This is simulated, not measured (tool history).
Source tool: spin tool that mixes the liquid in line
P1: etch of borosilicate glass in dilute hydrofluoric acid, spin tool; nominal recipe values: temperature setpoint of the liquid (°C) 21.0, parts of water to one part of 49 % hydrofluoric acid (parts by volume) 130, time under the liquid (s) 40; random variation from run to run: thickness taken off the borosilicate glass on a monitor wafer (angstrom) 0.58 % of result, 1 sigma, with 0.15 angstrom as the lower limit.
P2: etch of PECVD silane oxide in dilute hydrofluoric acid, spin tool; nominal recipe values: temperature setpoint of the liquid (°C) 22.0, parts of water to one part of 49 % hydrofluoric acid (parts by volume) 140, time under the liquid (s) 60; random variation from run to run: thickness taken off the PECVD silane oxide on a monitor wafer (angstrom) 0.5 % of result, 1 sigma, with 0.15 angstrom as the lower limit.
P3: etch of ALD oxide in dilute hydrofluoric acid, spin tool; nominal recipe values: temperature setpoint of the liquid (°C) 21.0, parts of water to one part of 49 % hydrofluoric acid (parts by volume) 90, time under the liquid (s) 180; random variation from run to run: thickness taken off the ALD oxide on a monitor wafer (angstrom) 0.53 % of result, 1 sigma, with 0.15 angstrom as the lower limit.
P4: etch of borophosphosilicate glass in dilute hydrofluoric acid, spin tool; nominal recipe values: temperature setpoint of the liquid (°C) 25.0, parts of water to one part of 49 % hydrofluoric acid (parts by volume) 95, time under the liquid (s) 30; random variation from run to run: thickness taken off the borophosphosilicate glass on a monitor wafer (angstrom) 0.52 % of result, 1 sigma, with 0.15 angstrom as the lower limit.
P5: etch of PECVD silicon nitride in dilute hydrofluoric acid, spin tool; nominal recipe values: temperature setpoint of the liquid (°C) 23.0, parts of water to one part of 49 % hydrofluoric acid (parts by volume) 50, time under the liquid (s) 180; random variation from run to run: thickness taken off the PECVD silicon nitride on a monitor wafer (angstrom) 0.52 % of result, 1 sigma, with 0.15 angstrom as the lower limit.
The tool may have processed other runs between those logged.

run	hour	process that ran	temperature setpoint of the liquid (°C)	parts of water to one part of 49 % hydrofluoric acid (parts by volume)	time under the liquid (s)	thickness taken off the borosilicate glass on a monitor wafer (angstrom)	thickness taken off the PECVD silicon nitride on a monitor wafer (angstrom)	thickness taken off the ALD oxide on a monitor wafer (angstrom)	thickness taken off the PECVD silane oxide on a monitor wafer (angstrom)	thickness taken off the borophosphosilicate glass on a monitor wafer (angstrom)
1	5.3	P1	21.0	130	40	65.590				
2	12.9	P5	19.0	50	180		43.665			
3	16.4	P5	23.0	50	315		100.350			
4	20.9	P1	21.0	210	40	37.104				
5	25.8	P1	21.0	210	65	61.027				
6	31.1	P3	17.0	90	180			404.960		
7	38.3	P3	21.0	90	180			479.160		
8	45.5	P1	17.0	130	40	55.824				
9	51.6	P2	22.0	140	60				82.518	
10	55.7	P1	21.0	70	40	131.660				
11	60.6	P4	25.0	95	30					168.780
12	65.9	P4	29.0	95	30					199.450
13	70.7	P1	21.0	130	40	66.422				
14	75.1	P1	26.5	130	40	81.382				
15	82.4	P1	21.0	130	40	66.128				
16	87.1	P2	22.0	140	60				83.110	
17	92.7	P3	21.0	135	180			301.160		
18	96.7	P4	25.0	35	30					499.840
19	101.2	P3	21.0	90	180			479.110		
20	106.9	P1	21.0	130	40	65.838				
21	110.5	P4	25.0	95	30					170.790
22	116.0	P5	23.0	50	180		57.487			
23	120.7	P1	21.0	130	80	132.720				
24	128.2	P1	21.0	130	15	24.856				
25	135.5	P2	22.0	240	60				43.541	
26	141.9	P3	21.0	90	15			39.982		
27	147.2	P2	22.0	140	15				20.698	
28	151.6	P4	25.0	95	15					85.687
29	155.9	P5	23.0	90	180		32.298			
30	160.1	P1	17.0	180	40	38.372				
31	164.8	P1	21.0	70	75	244.920				
32	169.2	P2	17.0	140	60				67.637	
33	172.7	P1	21.0	130	40	66.480				
34	177.5	P1	21.0	130	40	64.385				
35	183.0	P1	21.0	130	40	62.902				
36	187.1	P1	21.0	130	40	61.800				
37	194.6	P1	21.0	130	40	61.187				
38	198.1	P1	21.0	130	40	61.985				
39	205.9	P1	21.0	130	40	60.846				
40	210.2	P1	21.0	130	40	60.298				
41	216.2	P1	21.0	130	40	60.953				
42	223.7	P1	21.0	130	40	60.643				
43	229.0	P1	21.0	130	40	60.797				
44	234.5	P1	21.0	130	40	59.537				

P1 no longer gives what it gave before; its output has crept away from where it was. The following 2 causes, each at its listed size, fit the log equally well:
A: hydrofluoric acid flow below the setpoint (%) = 7.97
B: liquid colder than its thermometer reads (K) = 2.37
The onset of the drift is placed at about hour 172.7.

4 check runs are offered, one wafer each, their results left as question marks. Which one tells the causes apart?
check 1	240.0	P3	21.0	130	180			?		
check 2	240.0	P5	23.0	85	290		?			
check 3	240.0	P4	25.0	60	15					?
check 4	240.0	P2	17.0	220	60				?	

How each check would come out, cause by cause:
check	result	if A	if B
check 1	thickness taken off the ALD oxide on a monitor wafer (angstrom)	288.010	287.900
check 2	thickness taken off the PECVD silicon nitride on a monitor wafer (angstrom)	50.759	46.935
check 3	thickness taken off the borophosphosilicate glass on a monitor wafer (angstrom)	129.090	128.200
check 4	thickness taken off the PECVD silane oxide on a monitor wafer (angstrom)	36.092	36.281
Per-check spread between the two closest causes, in the result where they differ most: check 1 0.04 %; check 2 7.83 %; check 3 0.69 %; check 4 0.52 %
Check 2 tells the causes apart: in the others they would give nearly the same result.

Check 2 was then run and gave: thickness taken off the PECVD silicon nitride on a monitor wafer (angstrom) 46.751. Which cause is it?

It is B: liquid colder than its thermometer reads (K).
